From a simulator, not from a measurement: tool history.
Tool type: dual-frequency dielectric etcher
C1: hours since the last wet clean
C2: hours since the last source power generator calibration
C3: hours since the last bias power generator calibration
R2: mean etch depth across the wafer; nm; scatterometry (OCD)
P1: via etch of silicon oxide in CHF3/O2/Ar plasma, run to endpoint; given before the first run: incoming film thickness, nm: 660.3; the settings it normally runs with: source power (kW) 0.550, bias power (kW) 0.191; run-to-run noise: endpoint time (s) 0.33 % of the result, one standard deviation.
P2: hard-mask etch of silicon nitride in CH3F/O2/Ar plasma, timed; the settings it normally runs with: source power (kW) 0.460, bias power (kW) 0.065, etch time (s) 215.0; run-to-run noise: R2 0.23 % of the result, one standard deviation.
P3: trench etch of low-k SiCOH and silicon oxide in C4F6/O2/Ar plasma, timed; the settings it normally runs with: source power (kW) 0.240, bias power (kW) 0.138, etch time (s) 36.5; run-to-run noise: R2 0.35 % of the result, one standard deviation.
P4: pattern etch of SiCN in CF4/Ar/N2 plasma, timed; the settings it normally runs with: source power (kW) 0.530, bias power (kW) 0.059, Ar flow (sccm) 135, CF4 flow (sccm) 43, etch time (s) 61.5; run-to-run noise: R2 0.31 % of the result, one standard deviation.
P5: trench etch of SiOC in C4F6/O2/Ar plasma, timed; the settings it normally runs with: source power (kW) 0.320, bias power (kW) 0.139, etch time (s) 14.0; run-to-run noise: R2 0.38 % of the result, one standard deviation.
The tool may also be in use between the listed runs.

Run 1, hour 7.1: process that ran P1, source power (kW) 0.550, bias power (kW) 0.191; C1 78.0; C2 1381.2; C3 1210.8. Result: endpoint time (s) 341.74.
Run 2, hour 14.1: process that ran P4, source power (kW) 0.530, bias power (kW) 0.059, Ar flow (sccm) 135, CF4 flow (sccm) 43, etch time (s) 61.5; C1 85.0; C2 1388.2; C3 1217.8. Result: R2 50.874 nm.
Run 3, hour 21.3: process that ran P5, source power (kW) 0.190, bias power (kW) 0.139, etch time (s) 14.0; C1 92.2; C2 1395.4; C3 1225.0. Result: R2 19.989 nm.
Run 4, hour 25.5: process that ran P4, source power (kW) 0.530, bias power (kW) 0.059, Ar flow (sccm) 135, CF4 flow (sccm) 43, etch time (s) 81.0; C1 96.4; C2 1399.6; C3 1229.2. Result: R2 67.357 nm.
Run 5, hour 31.9: process that ran P4, source power (kW) 0.640, bias power (kW) 0.059, Ar flow (sccm) 135, CF4 flow (sccm) 43, etch time (s) 61.5; C1 102.8; C2 1406.0; C3 1235.6. Result: R2 60.194 nm.
Run 6, hour 39.3: process that ran P1, source power (kW) 0.550, bias power (kW) 0.232; C1 110.2; C2 1413.4; C3 1243.0. Result: endpoint time (s) 319.02.
Run 7, hour 44.9: process that ran P4, source power (kW) 0.530, bias power (kW) 0.059, Ar flow (sccm) 135, CF4 flow (sccm) 43, etch time (s) 61.5; C1 115.8; C2 1419.0; C3 1248.6. Result: R2 51.095 nm.
Run 8, hour 48.7: process that ran P3, source power (kW) 0.240, bias power (kW) 0.093, etch time (s) 36.5; C1 119.6; C2 1422.8; C3 1252.4. Result: R2 79.053 nm.
Run 9, hour 53.9: process that ran P2, source power (kW) 0.460, bias power (kW) 0.065, etch time (s) 118.5; C1 124.8; C2 1428.0; C3 1257.6. Result: R2 83.308 nm.
Run 10, hour 59.5: process that ran P1, source power (kW) 0.320, bias power (kW) 0.191; C1 130.4; C2 1433.6; C3 1263.2. Result: endpoint time (s) 415.72.
At hour 60.2: bias power generator calibrated.
Run 11, hour 66.5: process that ran P5, source power (kW) 0.320, bias power (kW) 0.186, etch time (s) 14.0; C1 137.4; C2 1440.6; C3 6.3. Result: R2 26.949 nm.
Run 12, hour 71.5: process that ran P2, source power (kW) 0.630, bias power (kW) 0.065, etch time (s) 215.0; C1 142.4; C2 1445.6; C3 11.3. Result: R2 170.840 nm.
Run 13, hour 74.9: process that ran P3, source power (kW) 0.240, bias power (kW) 0.138, etch time (s) 36.5; C1 145.8; C2 1449.0; C3 14.7. Result: R2 88.607 nm.
Run 14, hour 82.0: process that ran P2, source power (kW) 0.460, bias power (kW) 0.047, etch time (s) 215.0; C1 152.9; C2 1456.1; C3 21.8. Result: R2 136.350 nm.
Run 15, hour 87.6: process that ran P3, source power (kW) 0.240, bias power (kW) 0.138, etch time (s) 36.5; C1 158.5; C2 1461.7; C3 27.4. Result: R2 89.353 nm.
Run 16, hour 93.7: process that ran P1, source power (kW) 0.550, bias power (kW) 0.191; C1 164.6; C2 1467.8; C3 33.5. Result: endpoint time (s) 340.37.
Run 17, hour 97.0: process that ran P1, source power (kW) 0.550, bias power (kW) 0.191; C1 167.9; C2 1471.1; C3 36.8. Result: endpoint time (s) 341.48.
Run 18, hour 101.4: process that ran P3, source power (kW) 0.240, bias power (kW) 0.138, etch time (s) 52.5; C1 172.3; C2 1475.5; C3 41.2. Result: R2 127.580 nm.
Run 19, hour 107.0: process that ran P3, source power (kW) 0.140, bias power (kW) 0.138, etch time (s) 36.5; C1 177.9; C2 1481.1; C3 46.8. Result: R2 72.085 nm.
Run 20, hour 110.9: process that ran P1, source power (kW) 0.550, bias power (kW) 0.191; C1 181.8; C2 1485.0; C3 50.7. Result: endpoint time (s) 341.70.
Run 21, hour 116.2: process that ran P4, source power (kW) 0.530, bias power (kW) 0.059, Ar flow (sccm) 135, CF4 flow (sccm) 58, etch time (s) 61.5; C1 187.1; C2 1490.3; C3 56.0. Result: R2 54.124 nm.
Run 22, hour 119.6: process that ran P1, source power (kW) 0.550, bias power (kW) 0.191; C1 190.5; C2 1493.7; C3 59.4. Result: endpoint time (s) 342.99.
Run 23, hour 124.9: process that ran P5, source power (kW) 0.320, bias power (kW) 0.139, etch time (s) 14.0; C1 195.8; C2 1499.0; C3 64.7. Result: R2 24.484 nm.
Run 24, hour 131.4: process that ran P4, source power (kW) 0.530, bias power (kW) 0.059, Ar flow (sccm) 99, CF4 flow (sccm) 43, etch time (s) 61.5; C1 202.3; C2 1505.5; C3 71.2. Result: R2 53.939 nm.
Run 25, hour 138.4: process that ran P2, source power (kW) 0.460, bias power (kW) 0.065, etch time (s) 215.0; C1 209.3; C2 1512.5; C3 78.2. Result: R2 151.420 nm.
Run 26, hour 142.0: process that ran P1, source power (kW) 0.700, bias power (kW) 0.191; C1 212.9; C2 1516.1; C3 81.8. Result: endpoint time (s) 312.76.
Run 27, hour 148.3: process that ran P1, source power (kW) 0.550, bias power (kW) 0.191; C1 219.2; C2 1522.4; C3 88.1. Result: endpoint time (s) 341.03.
Run 28, hour 155.4: process that ran P5, source power (kW) 0.320, bias power (kW) 0.139, etch time (s) 14.0; C1 226.3; C2 1529.5; C3 95.2. Result: R2 24.584 nm.
Run 29, hour 162.7: process that ran P1, source power (kW) 0.550, bias power (kW) 0.124; C1 233.6; C2 1536.8; C3 102.5. Result: endpoint time (s) 393.19.
Run 30, hour 168.5: process that ran P1, source power (kW) 0.730, bias power (kW) 0.121; C1 239.4; C2 1542.6; C3 108.3. Result: endpoint time (s) 354.64.
Run 31, hour 174.5: process that ran P4, source power (kW) 0.530, bias power (kW) 0.035, Ar flow (sccm) 135, CF4 flow (sccm) 43, etch time (s) 61.5; C1 245.4; C2 1548.6; C3 114.3. Result: R2 42.693 nm.
Run 32, hour 180.9: process that ran P5, source power (kW) 0.320, bias power (kW) 0.139, etch time (s) 19.5; C1 251.8; C2 1555.0; C3 120.7. Result: R2 34.224 nm.
Run 33, hour 187.2: process that ran P1, source power (kW) 0.550, bias power (kW) 0.191; C1 258.1; C2 1561.3; C3 127.0. Result: endpoint time (s) 341.18.
Run 34, hour 194.3: process that ran P1, source power (kW) 0.550, bias power (kW) 0.191; C1 265.2; C2 1568.4; C3 134.1. Result: endpoint time (s) 344.28.
Run 35, hour 200.1: process that ran P1, source power (kW) 0.550, bias power (kW) 0.191; C1 271.0; C2 1574.2; C3 139.9. Result: endpoint time (s) 345.73.
Run 36, hour 204.2: process that ran P1, source power (kW) 0.550, bias power (kW) 0.191; C1 275.1; C2 1578.3; C3 144.0. Result: endpoint time (s) 346.65.
At hour 205.9: wet clean of the chamber.
Run 37, hour 210.0: process that ran P1, source power (kW) 0.550, bias power (kW) 0.191; C1 4.1; C2 1584.1; C3 149.8. Result: endpoint time (s) 345.94.
Run 38, hour 214.7: process that ran P1, source power (kW) 0.550, bias power (kW) 0.191; C1 8.8; C2 1588.8; C3 154.5. Result: endpoint time (s) 346.90.
Run 39, hour 220.1: process that ran P1, source power (kW) 0.550, bias power (kW) 0.191; C1 14.2; C2 1594.2; C3 159.9. Result: endpoint time (s) 348.08.
Run 40, hour 225.3: process that ran P1, source power (kW) 0.550, bias power (kW) 0.191; C1 19.4; C2 1599.4; C3 165.1. Result: endpoint time (s) 346.65.
Run 41, hour 229.1: process that ran P1, source power (kW) 0.550, bias power (kW) 0.191; C1 23.2; C2 1603.2; C3 168.9. Result: endpoint time (s) 344.42.

Compared with where it was, what P1 gives has crept away. Each cause listed below fits the log as well as the rest, at the size given for it:
A: bias power that arrives under what is set, % = 4.68
B: source power that arrives under what is set, % = 4.2
Onset of the creep was near hour 187.2.
Why every other cause is out:
chamber walls in a state that lowers the etch rate, %: serviced at hour 205.9, which brought nothing back

The 4 check runs listed below each average the results of 2 wafers, and their outcomes are marked with question marks. Under which run would the listed causes produce clearly different results?
Run check 1, hour 232.9: process that ran P5, source power (kW) 0.230, bias power (kW) 0.176, etch time (s) 14.0. Result: R2 ?.
Run check 2, hour 232.9: process that ran P4, source power (kW) 0.530, bias power (kW) 0.036, Ar flow (sccm) 135, CF4 flow (sccm) 43, etch time (s) 73.0. Result: R2 ?.
Run check 3, hour 232.9: process that ran P2, source power (kW) 0.460, bias power (kW) 0.051, etch time (s) 215.0. Result: R2 ?.
Run check 4, hour 232.9: process that ran P3, source power (kW) 0.150, bias power (kW) 0.138, etch time (s) 36.5. Result: R2 ?.

If the cause were each of the candidates in turn, the checks would give the following:
  check  result     if A     if B
check 1      R2   22.912   22.892
check 2      R2   49.978   48.906
check 3      R2  138.100  137.840
check 4      R2   72.753   72.657
Smallest distance between any two causes, each pair judged by its most separating result, in per cent: check 1 0.09 %; check 2 2.17 %; check 3 0.19 %; check 4 0.13 %
Only in check 2 would the causes give clearly different results; in the remaining checks their results would be nearly the same.

Check 2 was carried out, with these results: R2 48.800 nm. Which of the listed causes is responsible?

It was cause B: source power that arrives under what is set, %.
